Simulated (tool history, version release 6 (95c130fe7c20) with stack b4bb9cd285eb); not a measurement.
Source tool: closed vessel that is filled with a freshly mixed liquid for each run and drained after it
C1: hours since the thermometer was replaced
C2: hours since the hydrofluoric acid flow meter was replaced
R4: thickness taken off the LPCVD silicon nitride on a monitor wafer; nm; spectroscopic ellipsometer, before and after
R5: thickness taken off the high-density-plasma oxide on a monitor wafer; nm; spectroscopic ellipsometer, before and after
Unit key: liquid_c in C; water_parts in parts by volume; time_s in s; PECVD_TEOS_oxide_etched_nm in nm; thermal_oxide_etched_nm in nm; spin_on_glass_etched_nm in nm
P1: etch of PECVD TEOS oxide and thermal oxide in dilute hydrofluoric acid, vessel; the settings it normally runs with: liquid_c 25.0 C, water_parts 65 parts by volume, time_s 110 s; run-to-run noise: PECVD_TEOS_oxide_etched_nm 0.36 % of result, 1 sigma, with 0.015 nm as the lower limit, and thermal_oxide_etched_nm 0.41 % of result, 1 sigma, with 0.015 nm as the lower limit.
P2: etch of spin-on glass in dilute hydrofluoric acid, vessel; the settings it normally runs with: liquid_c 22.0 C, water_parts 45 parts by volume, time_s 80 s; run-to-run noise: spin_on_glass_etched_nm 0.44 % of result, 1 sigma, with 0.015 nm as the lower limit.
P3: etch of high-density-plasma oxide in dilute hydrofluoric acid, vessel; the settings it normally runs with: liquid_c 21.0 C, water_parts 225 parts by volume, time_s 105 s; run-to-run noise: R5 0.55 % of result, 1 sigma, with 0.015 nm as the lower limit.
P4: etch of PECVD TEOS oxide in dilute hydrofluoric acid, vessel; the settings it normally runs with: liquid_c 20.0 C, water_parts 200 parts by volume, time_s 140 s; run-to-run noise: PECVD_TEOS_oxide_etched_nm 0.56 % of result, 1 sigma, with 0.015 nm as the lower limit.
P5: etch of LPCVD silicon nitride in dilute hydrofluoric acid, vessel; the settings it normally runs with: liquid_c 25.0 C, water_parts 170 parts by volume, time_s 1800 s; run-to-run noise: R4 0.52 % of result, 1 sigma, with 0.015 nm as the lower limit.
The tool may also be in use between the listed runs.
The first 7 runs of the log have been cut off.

Run 8, day 1.967: process P5, liquid_c 25.0 C, water_parts 170 parts by volume, time_s 1800 s; C1 569.4; C2 625.5. Result: R4 5.4499 nm.
Run 9, day 2.192: process P3, liquid_c 21.0 C, water_parts 225 parts by volume, time_s 30 s; C1 574.8; C2 630.9. Result: R5 1.1337 nm.
Run 10, day 2.438: process P1, liquid_c 21.5 C, water_parts 105 parts by volume, time_s 110 s; C1 580.7; C2 636.8. Result: PECVD_TEOS_oxide_etched_nm 13.0780 nm, thermal_oxide_etched_nm 4.2986 nm.
Run 11, day 2.642: process P5, liquid_c 25.0 C, water_parts 265 parts by volume, time_s 1800 s; C1 585.6; C2 641.7. Result: R4 3.5424 nm.
Run 12, day 2.788: process P5, liquid_c 25.0 C, water_parts 170 parts by volume, time_s 3260 s; C1 589.1; C2 645.2. Result: R4 9.9625 nm.
Run 13, day 3.121: process P5, liquid_c 30.5 C, water_parts 170 parts by volume, time_s 1800 s; C1 597.1; C2 653.2. Result: R4 7.8196 nm.
Run 14, day 3.271: process P1, liquid_c 25.0 C, water_parts 90 parts by volume, time_s 110 s; C1 600.7; C2 656.8. Result: PECVD_TEOS_oxide_etched_nm 17.9220 nm, thermal_oxide_etched_nm 5.8869 nm.
Run 15, day 3.500: process P1, liquid_c 30.5 C, water_parts 85 parts by volume, time_s 110 s; C1 606.2; C2 662.3. Result: PECVD_TEOS_oxide_etched_nm 23.4870 nm, thermal_oxide_etched_nm 7.6500 nm.
Run 16, day 3.712: process P4, liquid_c 20.0 C, water_parts 200 parts by volume, time_s 60 s; C1 611.3; C2 667.4. Result: PECVD_TEOS_oxide_etched_nm 2.2309 nm.
At day 3.900: thermometer replaced.
Run 17, day 4.008: process P2, liquid_c 28.5 C, water_parts 45 parts by volume, time_s 80 s; C1 2.7; C2 674.5. Result: spin_on_glass_etched_nm 70.895 nm.
Run 18, day 4.188: process P1, liquid_c 25.0 C, water_parts 65 parts by volume, time_s 210 s; C1 7.0; C2 678.8. Result: PECVD_TEOS_oxide_etched_nm 48.7130 nm, thermal_oxide_etched_nm 16.0710 nm.
Run 19, day 4.512: process P1, liquid_c 25.0 C, water_parts 65 parts by volume, time_s 60 s; C1 14.8; C2 686.6. Result: PECVD_TEOS_oxide_etched_nm 13.8600 nm, thermal_oxide_etched_nm 4.5073 nm.
Run 20, day 4.825: process P4, liquid_c 20.0 C, water_parts 70 parts by volume, time_s 140 s; C1 22.3; C2 694.1. Result: PECVD_TEOS_oxide_etched_nm 17.1060 nm.
Run 21, day 5.083: process P4, liquid_c 20.0 C, water_parts 200 parts by volume, time_s 140 s; C1 28.5; C2 700.3. Result: PECVD_TEOS_oxide_etched_nm 5.1366 nm.
Run 22, day 5.267: process P2, liquid_c 22.0 C, water_parts 20 parts by volume, time_s 80 s; C1 32.9; C2 704.7. Result: spin_on_glass_etched_nm 127.370 nm.
Run 23, day 5.538: process P3, liquid_c 17.0 C, water_parts 225 parts by volume, time_s 105 s; C1 39.4; C2 711.2. Result: R5 3.4315 nm.
Run 24, day 5.779: process P4, liquid_c 17.0 C, water_parts 200 parts by volume, time_s 140 s; C1 45.2; C2 717.0. Result: PECVD_TEOS_oxide_etched_nm 4.5781 nm.
Run 25, day 5.971: process P1, liquid_c 25.0 C, water_parts 65 parts by volume, time_s 110 s; C1 49.8; C2 721.6. Result: PECVD_TEOS_oxide_etched_nm 25.5800 nm, thermal_oxide_etched_nm 8.3322 nm.
Run 26, day 6.200: process P1, liquid_c 25.0 C, water_parts 65 parts by volume, time_s 110 s; C1 55.3; C2 727.1. Result: PECVD_TEOS_oxide_etched_nm 25.5510 nm, thermal_oxide_etched_nm 8.4233 nm.
Run 27, day 6.504: process P3, liquid_c 21.0 C, water_parts 100 parts by volume, time_s 105 s; C1 62.6; C2 734.4. Result: R5 10.4060 nm.

What will run 28 give?
Run 28, day 6.750: process P1, liquid_c 25.0 C, water_parts 20 parts by volume, time_s 110 s; C1 68.5; C2 740.3. Result: PECVD_TEOS_oxide_etched_nm ?, thermal_oxide_etched_nm ?.

{"run 28": {"PECVD_TEOS_oxide_etched_nm": 88.608, "thermal_oxide_etched_nm": 28.575}}
